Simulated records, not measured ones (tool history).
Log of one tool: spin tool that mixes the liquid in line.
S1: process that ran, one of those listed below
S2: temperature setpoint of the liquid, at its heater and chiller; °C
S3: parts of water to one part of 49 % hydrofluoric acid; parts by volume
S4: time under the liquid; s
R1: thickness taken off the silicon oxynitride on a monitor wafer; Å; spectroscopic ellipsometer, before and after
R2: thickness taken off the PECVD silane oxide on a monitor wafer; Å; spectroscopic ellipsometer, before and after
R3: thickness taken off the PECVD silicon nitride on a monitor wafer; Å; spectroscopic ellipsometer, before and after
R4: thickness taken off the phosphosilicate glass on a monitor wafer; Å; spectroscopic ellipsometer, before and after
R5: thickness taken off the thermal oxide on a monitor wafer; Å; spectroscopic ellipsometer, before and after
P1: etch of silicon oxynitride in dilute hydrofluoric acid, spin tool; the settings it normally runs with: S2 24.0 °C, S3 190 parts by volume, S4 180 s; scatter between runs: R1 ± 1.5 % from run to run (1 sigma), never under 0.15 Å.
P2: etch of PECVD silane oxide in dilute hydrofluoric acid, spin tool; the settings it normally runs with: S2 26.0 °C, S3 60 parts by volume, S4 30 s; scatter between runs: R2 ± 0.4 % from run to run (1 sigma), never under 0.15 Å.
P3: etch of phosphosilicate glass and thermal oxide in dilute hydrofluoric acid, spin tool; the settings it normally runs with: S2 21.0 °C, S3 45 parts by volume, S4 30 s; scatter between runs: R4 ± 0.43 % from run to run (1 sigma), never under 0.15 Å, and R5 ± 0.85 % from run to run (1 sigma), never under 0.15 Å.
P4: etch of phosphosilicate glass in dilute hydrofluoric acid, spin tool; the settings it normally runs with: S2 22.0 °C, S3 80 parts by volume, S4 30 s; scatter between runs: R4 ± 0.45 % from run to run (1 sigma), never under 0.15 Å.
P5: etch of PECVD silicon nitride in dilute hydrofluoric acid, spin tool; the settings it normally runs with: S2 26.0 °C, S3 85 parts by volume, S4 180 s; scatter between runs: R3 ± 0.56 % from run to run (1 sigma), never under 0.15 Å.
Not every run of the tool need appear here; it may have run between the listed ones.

run 1 hour=5.6 | S1=P1 S2=24.0 S3=190 S4=180 | R1=17.4410
run 2 hour=12.1 | S1=P1 S2=32.0 S3=115 S4=180 | R1=43.1080
run 3 hour=19.4 | S1=P2 S2=26.0 S3=60 S4=30 | R2=186.500
run 4 hour=24.7 | S1=P5 S2=26.0 S3=85 S4=180 | R3=60.354
run 5 hour=30.0 | S1=P4 S2=22.0 S3=40 S4=30 | R4=1015.20
run 6 hour=35.2 | S1=P5 S2=26.0 S3=115 S4=180 | R3=44.877
run 7 hour=40.7 | S1=P1 S2=24.0 S3=340 S4=90 | R1=4.2913
run 8 hour=47.1 | S1=P1 S2=24.0 S3=190 S4=180 | R1=17.3180
run 9 hour=50.8 | S1=P1 S2=24.0 S3=120 S4=180 | R1=28.6550
run 10 hour=59.1 | S1=P4 S2=22.0 S3=80 S4=30 | R4=480.23
run 11 hour=64.9 | S1=P1 S2=24.0 S3=190 S4=70 | R1=6.7801
run 12 hour=71.1 | S1=P2 S2=26.0 S3=85 S4=30 | R2=127.650
run 13 hour=75.4 | S1=P5 S2=26.0 S3=85 S4=180 | R3=59.637
run 14 hour=81.6 | S1=P5 S2=26.0 S3=85 S4=330 | R3=110.440
run 15 hour=89.0 | S1=P1 S2=24.0 S3=190 S4=295 | R1=29.0190
run 16 hour=94.8 | S1=P2 S2=26.0 S3=60 S4=15 | R2=93.745
run 17 hour=98.4 | S1=P4 S2=22.0 S3=80 S4=30 | R4=477.47
run 18 hour=105.5 | S1=P5 S2=31.0 S3=85 S4=180 | R3=81.645
run 19 hour=110.7 | S1=P1 S2=24.0 S3=275 S4=180 | R1=11.0260
run 20 hour=114.5 | S1=P3 S2=21.0 S3=45 S4=30 | R4=553.28 R5=28.897
run 21 hour=121.7 | S1=P2 S2=20.0 S3=60 S4=30 | R2=145.710
run 22 hour=129.1 | S1=P1 S2=17.0 S3=190 S4=180 | R1=12.7970
run 23 hour=134.5 | S1=P4 S2=22.0 S3=80 S4=55 | R4=881.59
run 24 hour=139.5 | S1=P3 S2=21.0 S3=20 S4=30 | R4=1288.10 R5=67.095
run 25 hour=146.9 | S1=P3 S2=21.0 S3=45 S4=15 | R4=273.75 R5=14.349
run 26 hour=152.5 | S1=P1 S2=24.0 S3=290 S4=15 | R1=1.1770
run 27 hour=157.6 | S1=P1 S2=24.0 S3=190 S4=180 | R1=17.5450
run 28 hour=162.8 | S1=P1 S2=32.0 S3=190 S4=180 | R1=23.5680
run 29 hour=166.4 | S1=P1 S2=24.0 S3=190 S4=180 | R1=17.3580
run 30 hour=171.4 | S1=P2 S2=26.0 S3=60 S4=30 | R2=186.770
run 31 hour=175.0 | S1=P4 S2=28.5 S3=80 S4=30 | R4=622.17
run 32 hour=182.5 | S1=P3 S2=28.0 S3=45 S4=30 | R4=732.31 R5=38.182
run 33 hour=190.8 | S1=P1 S2=24.0 S3=190 S4=180 | R1=17.5070
run 34 hour=194.7 | S1=P1 S2=24.0 S3=190 S4=180 | R1=17.0950
run 35 hour=201.3 | S1=P1 S2=24.0 S3=190 S4=180 | R1=18.2150
run 36 hour=206.4 | S1=P1 S2=24.0 S3=190 S4=180 | R1=18.4390
run 37 hour=213.8 | S1=P1 S2=24.0 S3=190 S4=180 | R1=18.7780
run 38 hour=218.5 | S1=P1 S2=24.0 S3=190 S4=180 | R1=19.0730
run 39 hour=223.5 | S1=P1 S2=24.0 S3=190 S4=180 | R1=18.8050
run 40 hour=227.5 | S1=P1 S2=24.0 S3=190 S4=180 | R1=18.5590

P1 has crept away from where it was. The log is fitted equally well by each of these 2 causes, at the sizes shown:
A: liquid hotter than its thermometer reads (K) = 1.95
B: hydrofluoric acid flow above the setpoint (%) = 7.86
The gradual shift began around hour 194.7.

Consider the 4 single-wafer check runs listed below, results given as question marks: which one distinguishes between the causes by giving clearly different results for each?
run check 1 hour=231.5 | S1=P5 S2=26.0 S3=85 S4=180 | R3=?
run check 2 hour=231.5 | S1=P4 S2=22.0 S3=80 S4=30 | R4=?
run check 3 hour=231.5 | S1=P2 S2=26.0 S3=60 S4=30 | R2=?
run check 4 hour=231.5 | S1=P3 S2=21.0 S3=45 S4=30 | R4=? R5=?

What every check run would give for each of its results, assuming each possible cause in turn:
check=check_1 result=R3 if_A=68.299 if_B=64.873
check=check_2 result=R4 if_A=521.47 if_B=523.37
check=check_3 result=R2 if_A=201.880 if_B=202.670
check=check_4 result=R4 if_A=597.23 if_B=595.98
check=check_4 result=R5 if_A=31.146 if_B=31.080
Smallest distance between any two causes, each pair judged by its most separating result, in per cent: check 1 5.15 %; check 2 0.36 %; check 3 0.39 %; check 4 0.21 %
The other checks would show nearly matching results whichever cause is true, so check 1 is the only one that separates the causes.

With check 1 done, the readings were: R3 68.471 Å. Identify which of the listed causes applies.

Of the candidate causes, it is A: liquid hotter than its thermometer reads (K).

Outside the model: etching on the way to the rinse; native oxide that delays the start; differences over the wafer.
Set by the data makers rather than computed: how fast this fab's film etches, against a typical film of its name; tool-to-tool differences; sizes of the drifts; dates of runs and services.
